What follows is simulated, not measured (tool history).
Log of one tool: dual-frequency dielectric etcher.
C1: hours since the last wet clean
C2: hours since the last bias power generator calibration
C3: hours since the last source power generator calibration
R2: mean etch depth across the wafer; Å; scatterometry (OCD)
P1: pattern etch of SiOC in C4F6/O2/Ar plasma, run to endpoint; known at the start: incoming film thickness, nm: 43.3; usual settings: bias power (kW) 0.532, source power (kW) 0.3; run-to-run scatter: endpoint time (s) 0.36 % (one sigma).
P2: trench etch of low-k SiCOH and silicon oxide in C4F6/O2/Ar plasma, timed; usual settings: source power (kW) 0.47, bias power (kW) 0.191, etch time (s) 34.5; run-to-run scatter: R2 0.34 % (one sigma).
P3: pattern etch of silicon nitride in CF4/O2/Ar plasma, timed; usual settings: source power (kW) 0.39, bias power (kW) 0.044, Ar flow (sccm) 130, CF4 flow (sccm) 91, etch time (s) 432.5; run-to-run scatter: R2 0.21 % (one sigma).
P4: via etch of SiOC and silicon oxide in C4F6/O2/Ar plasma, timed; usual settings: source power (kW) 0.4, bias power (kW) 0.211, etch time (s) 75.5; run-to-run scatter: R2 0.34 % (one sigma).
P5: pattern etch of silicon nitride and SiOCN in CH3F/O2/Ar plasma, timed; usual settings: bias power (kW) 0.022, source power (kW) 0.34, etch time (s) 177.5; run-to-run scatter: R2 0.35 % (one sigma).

run 1 hour=6.9 | process_that_ran=P1 bias_power_(kW)=0.532 source_power_(kW)=0.3 | C1=453.1 C2=1585.7 C3=957.7 | endpoint_time_(s)=15.332
run 2 hour=14.7 | process_that_ran=P4 bias_power_(kW)=0.211 source_power_(kW)=0.28 etch_time_(s)=75.5 | C1=460.9 C2=1593.5 C3=965.5 | R2=776.86
run 3 hour=22.4 | process_that_ran=P3 bias_power_(kW)=0.044 source_power_(kW)=0.39 etch_time_(s)=432.5 Ar_flow_(sccm)=179 CF4_flow_(sccm)=91 | C1=468.6 C2=1601.2 C3=973.2 | R2=5922.7
run 4 hour=28.2 | process_that_ran=P3 bias_power_(kW)=0.044 source_power_(kW)=0.39 etch_time_(s)=432.5 Ar_flow_(sccm)=130 CF4_flow_(sccm)=116 | C1=474.4 C2=1607 C3=979 | R2=6404.9
run 5 hour=35.1 | process_that_ran=P3 bias_power_(kW)=0.044 source_power_(kW)=0.39 etch_time_(s)=432.5 Ar_flow_(sccm)=130 CF4_flow_(sccm)=91 | C1=481.3 C2=1613.9 C3=985.9 | R2=6205.7
run 6 hour=40.8 | process_that_ran=P1 bias_power_(kW)=0.532 source_power_(kW)=0.3 | C1=487 C2=1619.6 C3=991.6 | endpoint_time_(s)=15.433
run 7 hour=45.9 | process_that_ran=P2 bias_power_(kW)=0.191 source_power_(kW)=0.47 etch_time_(s)=50 | C1=492.1 C2=1624.7 C3=996.7 | R2=1764.1
run 8 hour=50.5 | process_that_ran=P5 bias_power_(kW)=0.022 source_power_(kW)=0.34 etch_time_(s)=97.5 | C1=496.7 C2=1629.3 C3=1001.3 | R2=121.97
run 9 hour=57.7 | process_that_ran=P5 bias_power_(kW)=0.013 source_power_(kW)=0.34 etch_time_(s)=177.5 | C1=503.9 C2=1636.5 C3=1008.5 | R2=176.71
run 10 hour=61.5 | process_that_ran=P2 bias_power_(kW)=0.191 source_power_(kW)=0.63 etch_time_(s)=34.5 | C1=507.7 C2=1640.3 C3=1012.3 | R2=1365
run 11 hour=67.1 | process_that_ran=P4 bias_power_(kW)=0.211 source_power_(kW)=0.4 etch_time_(s)=75.5 | C1=513.3 C2=1645.9 C3=1017.9 | R2=881.87
run 12 hour=72.8 | process_that_ran=P2 bias_power_(kW)=0.191 source_power_(kW)=0.47 etch_time_(s)=34.5 | C1=519 C2=1651.6 C3=1023.6 | R2=1221
run 13 hour=77.2 | process_that_ran=P5 bias_power_(kW)=0.022 source_power_(kW)=0.46 etch_time_(s)=177.5 | C1=523.4 C2=1656 C3=1028 | R2=247.22
run 14 hour=84.5 | process_that_ran=P3 bias_power_(kW)=0.044 source_power_(kW)=0.39 etch_time_(s)=432.5 Ar_flow_(sccm)=130 CF4_flow_(sccm)=91 | C1=530.7 C2=1663.3 C3=1035.3 | R2=6192.7
run 15 hour=89.9 | process_that_ran=P4 bias_power_(kW)=0.151 source_power_(kW)=0.4 etch_time_(s)=75.5 | C1=536.1 C2=1668.7 C3=1040.7 | R2=797.24
run 16 hour=96.9 | process_that_ran=P1 bias_power_(kW)=0.532 source_power_(kW)=0.38 | C1=543.1 C2=1675.7 C3=1047.7 | endpoint_time_(s)=14.052
-- hour=97.4 bias power generator calibrated
run 17 hour=102.8 | process_that_ran=P3 bias_power_(kW)=0.059 source_power_(kW)=0.39 etch_time_(s)=432.5 Ar_flow_(sccm)=130 CF4_flow_(sccm)=91 | C1=549 C2=5.5 C3=1053.6 | R2=6963.7
run 18 hour=108.5 | process_that_ran=P3 bias_power_(kW)=0.044 source_power_(kW)=0.25 etch_time_(s)=432.5 Ar_flow_(sccm)=130 CF4_flow_(sccm)=91 | C1=554.7 C2=11.2 C3=1059.3 | R2=4218.5
run 19 hour=112.6 | process_that_ran=P1 bias_power_(kW)=0.654 source_power_(kW)=0.3 | C1=558.8 C2=15.3 C3=1063.4 | endpoint_time_(s)=14.175
run 20 hour=120.3 | process_that_ran=P5 bias_power_(kW)=0.022 source_power_(kW)=0.34 etch_time_(s)=177.5 | C1=566.5 C2=23 C3=1071.1 | R2=222.54
run 21 hour=124.4 | process_that_ran=P4 bias_power_(kW)=0.211 source_power_(kW)=0.4 etch_time_(s)=41.5 | C1=570.6 C2=27.1 C3=1075.2 | R2=485.68
run 22 hour=127.8 | process_that_ran=P1 bias_power_(kW)=0.532 source_power_(kW)=0.3 | C1=574 C2=30.5 C3=1078.6 | endpoint_time_(s)=15.393
run 23 hour=131.5 | process_that_ran=P1 bias_power_(kW)=0.532 source_power_(kW)=0.3 | C1=577.7 C2=34.2 C3=1082.3 | endpoint_time_(s)=15.443
run 24 hour=136.1 | process_that_ran=P1 bias_power_(kW)=0.685 source_power_(kW)=0.36 | C1=582.3 C2=38.8 C3=1086.9 | endpoint_time_(s)=13.138
run 25 hour=143.2 | process_that_ran=P1 bias_power_(kW)=0.532 source_power_(kW)=0.22 | C1=589.4 C2=45.9 C3=1094 | endpoint_time_(s)=17.195
run 26 hour=149 | process_that_ran=P1 bias_power_(kW)=0.342 source_power_(kW)=0.3 | C1=595.2 C2=51.7 C3=1099.8 | endpoint_time_(s)=18.113
run 27 hour=153.5 | process_that_ran=P3 bias_power_(kW)=0.044 source_power_(kW)=0.39 etch_time_(s)=596.5 Ar_flow_(sccm)=130 CF4_flow_(sccm)=91 | C1=599.7 C2=56.2 C3=1104.3 | R2=8551.8
run 28 hour=157.3 | process_that_ran=P4 bias_power_(kW)=0.211 source_power_(kW)=0.4 etch_time_(s)=75.5 | C1=603.5 C2=60 C3=1108.1 | R2=884.9
run 29 hour=161.3 | process_that_ran=P5 bias_power_(kW)=0.022 source_power_(kW)=0.34 etch_time_(s)=177.5 | C1=607.5 C2=64 C3=1112.1 | R2=223.93
run 30 hour=165.9 | process_that_ran=P1 bias_power_(kW)=0.532 source_power_(kW)=0.3 | C1=612.1 C2=68.6 C3=1116.7 | endpoint_time_(s)=15.468
run 31 hour=169.7 | process_that_ran=P2 bias_power_(kW)=0.191 source_power_(kW)=0.47 etch_time_(s)=34.5 | C1=615.9 C2=72.4 C3=1120.5 | R2=1214.7
run 32 hour=175.1 | process_that_ran=P2 bias_power_(kW)=0.25 source_power_(kW)=0.47 etch_time_(s)=34.5 | C1=621.3 C2=77.8 C3=1125.9 | R2=1328.8
run 33 hour=182.3 | process_that_ran=P1 bias_power_(kW)=0.532 source_power_(kW)=0.3 | C1=628.5 C2=85 C3=1133.1 | endpoint_time_(s)=15.35
run 34 hour=189.7 | process_that_ran=P1 bias_power_(kW)=0.532 source_power_(kW)=0.3 | C1=635.9 C2=92.4 C3=1140.5 | endpoint_time_(s)=15.501
run 35 hour=193.3 | process_that_ran=P1 bias_power_(kW)=0.532 source_power_(kW)=0.3 | C1=639.5 C2=96 C3=1144.1 | endpoint_time_(s)=15.55
run 36 hour=200.3 | process_that_ran=P1 bias_power_(kW)=0.532 source_power_(kW)=0.3 | C1=646.5 C2=103 C3=1151.1 | endpoint_time_(s)=15.652
run 37 hour=204 | process_that_ran=P1 bias_power_(kW)=0.532 source_power_(kW)=0.3 | C1=650.2 C2=106.7 C3=1154.8 | endpoint_time_(s)=15.635
run 38 hour=209.8 | process_that_ran=P1 bias_power_(kW)=0.532 source_power_(kW)=0.3 | C1=656 C2=112.5 C3=1160.6 | endpoint_time_(s)=15.639

Run 39 comes next. What will it give?
-- hour=210.9 wet clean of the chamber
run 39 hour=215 | process_that_ran=P1 bias_power_(kW)=0.532 source_power_(kW)=0.3 | C1=4.2 C2=117.7 C3=1165.8 | endpoint_time_(s)=?

endpoint time (s): 15.707
